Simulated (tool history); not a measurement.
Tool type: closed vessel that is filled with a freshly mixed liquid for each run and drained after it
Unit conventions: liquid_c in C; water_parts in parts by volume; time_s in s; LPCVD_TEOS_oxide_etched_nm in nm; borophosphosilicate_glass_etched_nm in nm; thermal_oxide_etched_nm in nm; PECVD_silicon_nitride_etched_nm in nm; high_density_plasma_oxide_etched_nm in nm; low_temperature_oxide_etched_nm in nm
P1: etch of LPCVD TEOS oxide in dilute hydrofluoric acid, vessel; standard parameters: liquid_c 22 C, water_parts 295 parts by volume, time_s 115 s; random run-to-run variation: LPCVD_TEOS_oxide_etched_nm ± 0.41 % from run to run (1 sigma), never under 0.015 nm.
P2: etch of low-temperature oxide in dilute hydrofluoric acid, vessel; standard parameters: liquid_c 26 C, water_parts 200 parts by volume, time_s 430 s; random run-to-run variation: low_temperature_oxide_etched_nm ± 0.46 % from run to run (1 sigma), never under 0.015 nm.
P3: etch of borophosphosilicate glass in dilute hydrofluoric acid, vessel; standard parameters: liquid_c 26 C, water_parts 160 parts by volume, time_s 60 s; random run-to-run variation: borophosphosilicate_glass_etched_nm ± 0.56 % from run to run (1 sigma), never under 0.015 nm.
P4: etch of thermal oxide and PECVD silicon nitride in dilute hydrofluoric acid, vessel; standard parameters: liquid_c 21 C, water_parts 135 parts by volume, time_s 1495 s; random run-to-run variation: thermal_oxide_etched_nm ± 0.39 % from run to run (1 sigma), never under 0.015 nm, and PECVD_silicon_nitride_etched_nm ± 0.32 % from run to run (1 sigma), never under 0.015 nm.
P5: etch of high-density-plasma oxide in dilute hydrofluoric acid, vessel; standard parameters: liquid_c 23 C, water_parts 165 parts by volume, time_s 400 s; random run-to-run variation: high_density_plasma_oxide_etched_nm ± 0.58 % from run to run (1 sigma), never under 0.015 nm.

run   hour  process  liquid_c  water_parts  time_s  LPCVD_TEOS_oxide_etched_nm  borophosphosilicate_glass_etched_nm  thermal_oxide_etched_nm  PECVD_silicon_nitride_etched_nm  high_density_plasma_oxide_etched_nm  low_temperature_oxide_etched_nm
  1     18       P1        22          295     115                      8.5729
  2   26.6       P3        26          160      60                                                           14.242
  3     39       P1        22          295      30                      2.2439
  4   47.9       P1        22          295     115                      8.6291
  5   58.7       P3      32.5          160      60                                                           18.013
  6   72.7       P4        17          135    1495                                                                                    36.559                           20.957
  7   81.7       P4        21          235    1495                                                                                    22.226                            15.89
  8     97       P1        22          295     210                      15.706
  9  109.4       P5        23          165      30                                                                                                                                                         0.95626
       112  -- hydrofluoric acid flow meter replaced
 10    118       P5        23          290     400                                                                                                                                                          6.3265
 11    128       P1        22          295     115                      8.5517
 12  137.8       P2        31          200     430                                                                                                                                                                                           64.702
 13  151.9       P2        26          200     430                                                                                                                                                                                           55.034
 14  161.2       P1        18          450     115                      4.2541
 15  171.1       P3        26          160      60                                                           14.322
 16  187.2       P5        23          165     400                                                                                                                                                          12.705
 17  203.4       P3        26          160     100                                                            23.78
 18  216.5       P2        26          200     430                                                                                                                                                                                           54.654
 19  230.9       P2        26          200     855                                                                                                                                                                                           109.34
 20  249.7       P1        22          295     115                      8.5877
 21  263.1       P1        17           80     115                       32.11
 22  276.9       P1        22          295     115                      8.5439
 23  290.7       P4        21          135    1495                                                                                    42.962                           27.454
 24  299.1       P1        17          295      35                       2.173
 25  309.7       P2        26          300     430                                                                                                                                                                                           32.786
 26  324.4       P1        22          150     115                      19.606
 27  335.2       P3        26           55      60                                                           47.294
 28  350.8       P1      28.5          295     115                      10.728
 29  364.9       P4        21          135    2895                                                                                    83.046                           53.155
 30  379.1       P1        17          295     115                      7.1267
 31  389.8       P5        31          165     400                                                                                                                                                          17.026
 32  406.8       P1        22          295     115                      8.5965
 33  418.1       P1        22          490     115                      4.3468
 34  431.9       P1        22          295     115                      8.6515
 35  448.7       P1        22          295     115                      8.2977

Run 36 is up next; what results do you expect?
 36  459.6       P1        22          295     115                           ?

LPCVD_TEOS_oxide_etched_nm: 8.2094 nm
